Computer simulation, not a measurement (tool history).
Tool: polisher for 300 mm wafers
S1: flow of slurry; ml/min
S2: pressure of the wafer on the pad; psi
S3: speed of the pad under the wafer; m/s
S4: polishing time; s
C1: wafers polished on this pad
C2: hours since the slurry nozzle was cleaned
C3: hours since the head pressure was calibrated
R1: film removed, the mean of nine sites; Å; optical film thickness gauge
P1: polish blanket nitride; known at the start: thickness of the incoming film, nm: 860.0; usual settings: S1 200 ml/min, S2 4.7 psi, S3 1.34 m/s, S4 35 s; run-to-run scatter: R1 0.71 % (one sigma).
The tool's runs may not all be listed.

{"run": 1, "hour": 4.1, "S1": 200, "S2": 4.7, "S3": 1.34, "S4": 35, "C1": 708, "C2": 425.1, "C3": 825.1, "R1": 1061.6}
{"run": 2, "hour": 9.3, "S1": 200, "S2": 4.7, "S3": 1.34, "S4": 35, "C1": 780, "C2": 430.3, "C3": 830.3, "R1": 1056.5}
{"run": 3, "hour": 15.7, "S1": 200, "S2": 4.7, "S3": 1.84, "S4": 35, "C1": 869, "C2": 436.7, "C3": 836.7, "R1": 1364.0}
{"run": 4, "hour": 19.9, "S1": 200, "S2": 4.7, "S3": 1.34, "S4": 53, "C1": 927, "C2": 440.9, "C3": 840.9, "R1": 1582.0}
{"run": 5, "hour": 28.7, "S1": 200, "S2": 4.7, "S3": 1.34, "S4": 25, "C1": 1049, "C2": 449.7, "C3": 849.7, "R1": 746.58}
{"run": 6, "hour": 35.5, "S1": 310, "S2": 4.7, "S3": 1.8, "S4": 35, "C1": 1143, "C2": 456.5, "C3": 856.5, "R1": 1393.9}
{"run": 7, "hour": 41.0, "S1": 120, "S2": 4.7, "S3": 1.34, "S4": 35, "C1": 1220, "C2": 462.0, "C3": 862.0, "R1": 957.55}
{"run": 8, "hour": 49.1, "S1": 200, "S2": 7.4, "S3": 1.34, "S4": 35, "C1": 1332, "C2": 470.1, "C3": 870.1, "R1": 1647.6}
{"hour": 50.0, "done": "slurry nozzle cleaned"}
{"run": 9, "hour": 58.1, "S1": 310, "S2": 4.7, "S3": 1.02, "S4": 35, "C1": 1456, "C2": 8.2, "C3": 879.1, "R1": 892.12}
{"run": 10, "hour": 65.1, "S1": 200, "S2": 4.7, "S3": 1.34, "S4": 35, "C1": 1553, "C2": 15.2, "C3": 886.1, "R1": 1054.8}
{"run": 11, "hour": 70.9, "S1": 200, "S2": 4.7, "S3": 0.6, "S4": 35, "C1": 1634, "C2": 21.0, "C3": 891.9, "R1": 550.66}
{"run": 12, "hour": 80.2, "S1": 260, "S2": 4.7, "S3": 1.34, "S4": 35, "C1": 1763, "C2": 30.3, "C3": 901.2, "R1": 1086.8}
{"run": 13, "hour": 87.3, "S1": 200, "S2": 2.1, "S3": 1.34, "S4": 35, "C1": 1861, "C2": 37.4, "C3": 908.3, "R1": 462.98}
{"run": 14, "hour": 94.0, "S1": 200, "S2": 4.7, "S3": 1.34, "S4": 35, "C1": 1954, "C2": 44.1, "C3": 915.0, "R1": 1054.1}
{"run": 15, "hour": 103.4, "S1": 200, "S2": 4.7, "S3": 1.34, "S4": 35, "C1": 2084, "C2": 53.5, "C3": 924.4, "R1": 1050.3}
{"run": 16, "hour": 112.6, "S1": 200, "S2": 4.7, "S3": 1.34, "S4": 35, "C1": 2211, "C2": 62.7, "C3": 933.6, "R1": 999.68}
{"run": 17, "hour": 118.1, "S1": 200, "S2": 4.7, "S3": 1.34, "S4": 35, "C1": 2288, "C2": 68.2, "C3": 939.1, "R1": 999.8}
{"run": 18, "hour": 127.3, "S1": 200, "S2": 4.7, "S3": 1.34, "S4": 35, "C1": 2415, "C2": 77.4, "C3": 948.3, "R1": 981.35}
{"hour": 127.9, "done": "worn pad replaced by a new one"}
{"run": 19, "hour": 131.7, "S1": 200, "S2": 4.7, "S3": 1.34, "S4": 35, "C1": 53, "C2": 81.8, "C3": 952.7, "R1": 984.94}
{"run": 20, "hour": 136.5, "S1": 200, "S2": 4.7, "S3": 1.34, "S4": 35, "C1": 120, "C2": 86.6, "C3": 957.5, "R1": 977.84}
{"run": 21, "hour": 145.8, "S1": 200, "S2": 4.7, "S3": 1.34, "S4": 35, "C1": 248, "C2": 95.9, "C3": 966.8, "R1": 981.07}
{"run": 22, "hour": 150.5, "S1": 200, "S2": 4.7, "S3": 1.34, "S4": 35, "C1": 314, "C2": 100.6, "C3": 971.5, "R1": 972.82}

What P1 gives has crept away from where it was. These 2 causes fit the log equally well, each at the size given:
A: head's pressure below its setpoint, % = 7.03
B: slurry flow missing at the pad, % = 35.9
The creep began at about hour 103.4.
Why every other cause is out:
removal rate lost through wear of the pad, %: serviced at hour 127.9, which brought nothing back

4 check runs are offered, each on 5 wafers whose results are averaged, their results left as question marks. Which one tells the causes apart?
{"run": "check 1", "hour": 155.2, "S1": 200, "S2": 4.7, "S3": 0.64, "S4": 35, "R1": "?"}
{"run": "check 2", "hour": 155.2, "S1": 200, "S2": 4.7, "S3": 0.68, "S4": 49, "R1": "?"}
{"run": "check 3", "hour": 155.2, "S1": 140, "S2": 3.4, "S3": 1.34, "S4": 35, "R1": "?"}
{"run": "check 4", "hour": 155.2, "S1": 200, "S2": 2.1, "S3": 1.34, "S4": 35, "R1": "?"}

What each check would give under each cause:
check=check_1 result=R1 if_A=540.35 if_B=540.42
check=check_2 result=R1 if_A=794.09 if_B=794.19
check=check_3 result=R1 if_A=667.61 if_B=649.30
check=check_4 result=R1 if_A=436.05 if_B=436.11
How far apart the two closest causes lie, in the result that separates them most: check 1 0.01 %; check 2 0.01 %; check 3 2.78 %; check 4 0.01 %
Only check 3 tells the causes apart: in the others they would give nearly the same result.

Check 3 was then run and gave: R1 672.74 Å. Which cause is it?

It is A: head's pressure below its setpoint, %.
